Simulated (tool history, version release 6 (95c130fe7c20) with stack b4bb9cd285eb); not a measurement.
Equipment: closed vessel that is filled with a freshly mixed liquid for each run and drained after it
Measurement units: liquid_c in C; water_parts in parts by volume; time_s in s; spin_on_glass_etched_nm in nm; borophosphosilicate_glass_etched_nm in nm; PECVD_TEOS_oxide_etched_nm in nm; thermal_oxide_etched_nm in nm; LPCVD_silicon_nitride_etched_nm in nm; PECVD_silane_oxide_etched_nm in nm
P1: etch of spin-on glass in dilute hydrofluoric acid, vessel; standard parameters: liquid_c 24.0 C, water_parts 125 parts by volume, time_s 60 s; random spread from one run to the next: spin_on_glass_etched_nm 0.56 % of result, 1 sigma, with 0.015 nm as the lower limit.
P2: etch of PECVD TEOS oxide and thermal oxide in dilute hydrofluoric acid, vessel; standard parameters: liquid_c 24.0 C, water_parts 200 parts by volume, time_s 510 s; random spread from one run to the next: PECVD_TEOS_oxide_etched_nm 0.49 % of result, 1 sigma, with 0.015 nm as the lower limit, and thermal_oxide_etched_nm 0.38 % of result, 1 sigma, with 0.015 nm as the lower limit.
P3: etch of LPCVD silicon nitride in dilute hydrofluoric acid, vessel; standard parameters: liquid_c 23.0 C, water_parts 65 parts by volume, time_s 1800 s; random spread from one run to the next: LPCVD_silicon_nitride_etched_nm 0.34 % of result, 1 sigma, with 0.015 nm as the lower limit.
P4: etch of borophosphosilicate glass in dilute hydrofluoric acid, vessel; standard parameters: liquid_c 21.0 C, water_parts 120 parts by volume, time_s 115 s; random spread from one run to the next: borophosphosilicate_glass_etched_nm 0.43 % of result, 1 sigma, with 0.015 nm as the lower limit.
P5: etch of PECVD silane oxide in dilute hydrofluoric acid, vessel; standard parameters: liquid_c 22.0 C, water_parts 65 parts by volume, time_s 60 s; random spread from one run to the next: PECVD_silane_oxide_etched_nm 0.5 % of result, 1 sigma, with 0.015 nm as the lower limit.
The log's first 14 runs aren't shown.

run	day	process	liquid_c	water_parts	time_s	spin_on_glass_etched_nm	borophosphosilicate_glass_etched_nm	PECVD_TEOS_oxide_etched_nm	thermal_oxide_etched_nm	LPCVD_silicon_nitride_etched_nm	PECVD_silane_oxide_etched_nm
15	3.950	P3	23.0	30	1800					28.949	
16	4.292	P5	26.0	65	60						33.585
17	4.617	P2	24.0	125	510			42.735	19.4330		
18	4.850	P3	23.0	65	3390					25.630	
19	5.108	P4	21.0	120	115		26.602				
20	5.333	P1	24.0	125	60	22.034					
21	5.692	P5	22.0	65	30						14.193
22	5.933	P4	17.0	120	115		22.744				
23	6.129	P1	32.5	125	60	30.316					
24	6.425	P1	24.0	125	60	22.141					
25	6.625	P1	24.0	125	60	22.189					
26	6.867	P1	18.0	125	60	17.225					
27	7.108	P1	24.0	125	30	10.888					
28	7.321	P1	24.0	125	60	22.042					
29	7.608	P1	24.0	125	60	22.061					
30	7.783	P1	24.0	125	60	22.114					
31	8.142	P1	24.0	125	60	21.437					
32	8.358	P1	24.0	125	60	21.305					

What will run 33 give?
33	8.688	P1	24.0	125	60	?					

{"run 33": {"spin_on_glass_etched_nm": 20.908}}
